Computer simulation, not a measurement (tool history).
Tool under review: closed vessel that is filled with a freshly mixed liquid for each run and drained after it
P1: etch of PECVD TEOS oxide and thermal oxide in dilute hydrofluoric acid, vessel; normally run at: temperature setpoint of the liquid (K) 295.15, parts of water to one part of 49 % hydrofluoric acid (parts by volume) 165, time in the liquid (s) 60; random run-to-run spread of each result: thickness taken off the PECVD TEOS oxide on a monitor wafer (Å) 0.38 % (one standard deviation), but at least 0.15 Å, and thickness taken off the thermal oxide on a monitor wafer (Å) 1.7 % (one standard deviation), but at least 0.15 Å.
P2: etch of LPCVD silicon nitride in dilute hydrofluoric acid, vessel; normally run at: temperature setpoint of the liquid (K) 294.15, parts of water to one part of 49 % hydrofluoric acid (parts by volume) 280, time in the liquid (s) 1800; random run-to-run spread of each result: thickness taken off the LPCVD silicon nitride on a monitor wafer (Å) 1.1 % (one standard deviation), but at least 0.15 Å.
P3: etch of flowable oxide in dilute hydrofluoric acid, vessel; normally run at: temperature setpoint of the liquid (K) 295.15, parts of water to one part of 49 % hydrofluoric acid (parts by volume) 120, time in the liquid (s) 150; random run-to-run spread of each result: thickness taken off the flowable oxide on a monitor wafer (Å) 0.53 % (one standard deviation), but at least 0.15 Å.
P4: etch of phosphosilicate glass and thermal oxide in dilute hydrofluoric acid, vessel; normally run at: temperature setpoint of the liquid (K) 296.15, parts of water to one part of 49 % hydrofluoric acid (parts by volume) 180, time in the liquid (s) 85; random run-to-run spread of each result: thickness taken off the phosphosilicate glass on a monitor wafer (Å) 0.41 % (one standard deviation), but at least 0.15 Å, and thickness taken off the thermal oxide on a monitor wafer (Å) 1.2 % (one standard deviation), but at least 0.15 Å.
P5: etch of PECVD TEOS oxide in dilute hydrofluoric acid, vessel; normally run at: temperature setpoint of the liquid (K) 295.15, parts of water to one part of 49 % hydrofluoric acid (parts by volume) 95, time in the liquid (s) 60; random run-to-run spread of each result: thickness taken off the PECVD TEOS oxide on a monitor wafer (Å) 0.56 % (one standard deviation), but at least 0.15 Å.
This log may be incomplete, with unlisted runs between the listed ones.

run	hour	process that ran	temperature setpoint of the liquid (K)	parts of water to one part of 49 % hydrofluoric acid (parts by volume)	time in the liquid (s)	hours since the thermometer was replaced	hours since the hydrofluoric acid flow meter was replaced	thickness taken off the PECVD TEOS oxide on a monitor wafer (Å)	thickness taken off the thermal oxide on a monitor wafer (Å)	thickness taken off the LPCVD silicon nitride on a monitor wafer (Å)	thickness taken off the flowable oxide on a monitor wafer (Å)	thickness taken off the phosphosilicate glass on a monitor wafer (Å)
1	13.4	P1	295.15	165	60	416.1	1087.6	67.276	14.2660			
2	29.0	P1	303.15	165	60	431.7	1103.2	91.483	19.4840			
3	41.4	P2	294.15	495	1800	444.1	1115.6			13.806		
4	55.9	P3	295.15	120	40	458.6	1130.1				116.53	
5	70.2	P2	294.15	280	1800	472.9	1144.4			25.034		
6	86.6	P4	296.15	180	130	489.3	1160.8		29.8480			452.07
7	94.3	P5	295.15	170	60	497.0	1168.5	39.296				
8	104.9	P4	296.15	180	85	507.6	1179.1		19.9060			294.82
9	112.9	P5	295.15	95	60	515.6	1187.1	76.446				
10	122.1	P5	295.15	95	60	524.8	1196.3	77.245				
11	138.5	P3	295.15	120	150	541.2	1212.7				434.54	
12	147.6	P1	295.15	50	60	550.3	1221.8	254.740	54.5460			
13	161.3	P1	291.65	165	60	564.0	1235.5	58.804	12.7830			
14	173.1	P3	298.65	120	150	575.8	1247.3				501.12	
15	188.4	P1	295.15	165	90	591.1	1262.6	101.940	21.1640			
16	203.9	P5	290.15	95	60	606.6	1278.1	61.686				
17	220.8	P2	294.15	280	1800	623.5	1295.0			24.312		
18	228.5	P1	301.15	165	30	631.2	1302.7	42.591	9.0524			
19	236.2	P1	295.15	165	30	638.9	1310.4	33.655	6.9535			
20	253.0	P2	294.15	280	730	655.7	1327.2			10.213		
21	266.6	P4	296.15	300	85	669.3	1340.8		10.1220			157.37
22	280.6	P1	295.15	165	60	683.3	1354.8	68.315	14.7670			
23	296.6	P5	295.15	95	30	699.3	1370.8	38.202				
24	310.1	P1	295.15	300	60	712.8	1384.3	32.109	7.0740			
25	319.1	P4	290.15	180	85	721.8	1393.3		15.2830			232.32
26	329.3	P2	302.15	280	1800	732.0	1403.5			39.240		
27	344.1	P1	295.15	165	60	746.8	1418.3	68.263	14.5210			
28	361.8	P1	290.65	165	30	764.5	1436.0	28.525	6.1831			
29	378.8	P3	295.15	220	150	781.5	1453.0				214.23	
30	393.6	P1	295.15	165	60	796.3	1467.8	67.550	14.4420			
31	407.4	P1	295.15	165	60	810.1	1481.6	67.783	14.5340			
32	418.3	P1	295.15	165	60	821.0	1492.5	70.082	15.0980			
33	426.2	P1	295.15	165	60	828.9	1500.4	70.426	15.0920			
34	440.0	P1	295.15	165	60	842.7	1514.2	71.472	15.2110			
35	452.2	P1	295.15	165	60	854.9	1526.4	72.141	15.4860			
36	463.2	P1	295.15	165	60	865.9	1537.4	72.509	15.7350			
37	471.6	P1	295.15	165	60	874.3	1545.8	72.183	15.1620			
38	487.4	P1	295.15	165	60	890.1	1561.6	72.583	15.5540			

Something has made what P1 gives creep away from where it was; the 2 causes below, each at its own stated size, fit the log equally well:
A: liquid hotter than its thermometer reads (K) = 1.72
B: hydrofluoric acid flow above the setpoint (%) = 5.75
At approximately hour 407.4, the process output began to creep.

The list below offers 4 check runs, each averaging the results of 5 wafers, and shows each result as a question mark. For which of them would the listed causes give clearly different results?
check 1	503.2	P5	295.15	165	30			?				
check 2	503.2	P2	299.65	280	1800					?		
check 3	503.2	P3	295.15	210	50						?	
check 4	503.2	P4	290.65	245	85				?			?

How each check would come out, cause by cause:
check	result	if A	if B
check 1	thickness taken off the PECVD TEOS oxide on a monitor wafer (Å)	21.825	21.818
check 2	thickness taken off the LPCVD silicon nitride on a monitor wafer (Å)	38.571	36.836
check 3	thickness taken off the flowable oxide on a monitor wafer (Å)	80.073	80.364
check 4	thickness taken off the thermal oxide on a monitor wafer (Å)	11.6880	11.7090
check 4	thickness taken off the phosphosilicate glass on a monitor wafer (Å)	176.03	176.35
Per check, the gap between the least separated pair of causes, taken in the result that splits them most: check 1 0.03 %; check 2 4.6 %; check 3 0.36 %; check 4 0.18 %
Check 2 tells the causes apart: in the others they would give nearly the same result.

Then check 2 was run and gave: thickness taken off the LPCVD silicon nitride on a monitor wafer (Å) 38.397. Which cause is it?

It was cause A: liquid hotter than its thermometer reads (K).
